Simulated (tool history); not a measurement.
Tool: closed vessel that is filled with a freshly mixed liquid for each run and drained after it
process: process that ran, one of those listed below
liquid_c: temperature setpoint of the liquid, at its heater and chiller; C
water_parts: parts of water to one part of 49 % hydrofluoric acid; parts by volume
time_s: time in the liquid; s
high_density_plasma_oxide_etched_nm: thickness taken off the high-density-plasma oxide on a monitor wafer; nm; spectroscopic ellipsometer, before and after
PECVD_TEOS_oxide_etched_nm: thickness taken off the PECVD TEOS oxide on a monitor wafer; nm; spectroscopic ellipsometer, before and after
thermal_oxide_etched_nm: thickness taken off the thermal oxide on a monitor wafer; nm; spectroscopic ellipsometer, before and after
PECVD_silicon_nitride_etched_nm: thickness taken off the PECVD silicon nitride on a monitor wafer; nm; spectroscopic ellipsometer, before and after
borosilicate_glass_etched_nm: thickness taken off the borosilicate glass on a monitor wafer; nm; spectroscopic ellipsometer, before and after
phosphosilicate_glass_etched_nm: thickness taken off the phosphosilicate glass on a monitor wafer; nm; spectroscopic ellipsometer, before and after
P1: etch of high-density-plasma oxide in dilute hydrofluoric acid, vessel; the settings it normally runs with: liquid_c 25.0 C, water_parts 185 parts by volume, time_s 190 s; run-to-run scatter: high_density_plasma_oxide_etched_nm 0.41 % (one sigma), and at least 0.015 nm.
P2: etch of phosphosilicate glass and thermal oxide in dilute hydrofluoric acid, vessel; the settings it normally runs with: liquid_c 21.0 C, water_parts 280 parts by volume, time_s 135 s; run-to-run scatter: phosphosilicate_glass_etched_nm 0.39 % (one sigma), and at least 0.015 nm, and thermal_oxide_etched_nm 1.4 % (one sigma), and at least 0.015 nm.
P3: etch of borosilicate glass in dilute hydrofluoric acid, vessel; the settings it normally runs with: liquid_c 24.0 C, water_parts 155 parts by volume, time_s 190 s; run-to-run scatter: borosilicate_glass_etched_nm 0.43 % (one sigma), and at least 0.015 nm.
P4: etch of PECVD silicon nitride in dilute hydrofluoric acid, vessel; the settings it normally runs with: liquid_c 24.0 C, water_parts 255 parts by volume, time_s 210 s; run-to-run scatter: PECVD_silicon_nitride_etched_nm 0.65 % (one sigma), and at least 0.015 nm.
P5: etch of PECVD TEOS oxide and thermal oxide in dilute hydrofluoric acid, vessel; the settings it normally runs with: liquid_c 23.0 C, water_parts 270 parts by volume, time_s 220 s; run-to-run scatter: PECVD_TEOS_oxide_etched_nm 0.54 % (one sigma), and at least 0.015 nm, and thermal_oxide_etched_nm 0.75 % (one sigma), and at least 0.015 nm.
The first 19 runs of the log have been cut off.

run,hour,process,liquid_c,water_parts,time_s,hours since the thermometer was replaced,hours since the hydrofluoric acid flow meter was replaced,high_density_plasma_oxide_etched_nm,PECVD_TEOS_oxide_etched_nm,thermal_oxide_etched_nm,PECVD_silicon_nitride_etched_nm,borosilicate_glass_etched_nm,phosphosilicate_glass_etched_nm
20,188.1,P3,24.0,155,285,1464.3,54.9,,,,,76.514,
21,198.0,P2,17.0,280,135,1474.2,64.8,,,1.40630,,,21.886
22,206.5,P3,24.0,155,190,1482.7,73.3,,,,,51.082,
23,217.3,P1,25.0,185,190,1493.5,84.1,4.8556,,,,,
24,226.9,P2,21.0,280,135,1503.1,93.7,,,1.68500,,,25.722
25,233.5,P1,25.0,185,190,1509.7,100.3,4.8030,,,,,
26,242.6,P1,25.0,185,190,1518.8,109.4,4.8640,,,,,
27,249.5,P1,25.0,185,190,1525.7,116.3,4.8397,,,,,
28,256.6,P4,24.0,255,30,1532.8,123.4,,,,0.64703,,

Forecast run 29:
29,262.6,P1,25.0,260,190,1538.8,129.4,?,,,,,

high_density_plasma_oxide_etched_nm: 3.1789 nm
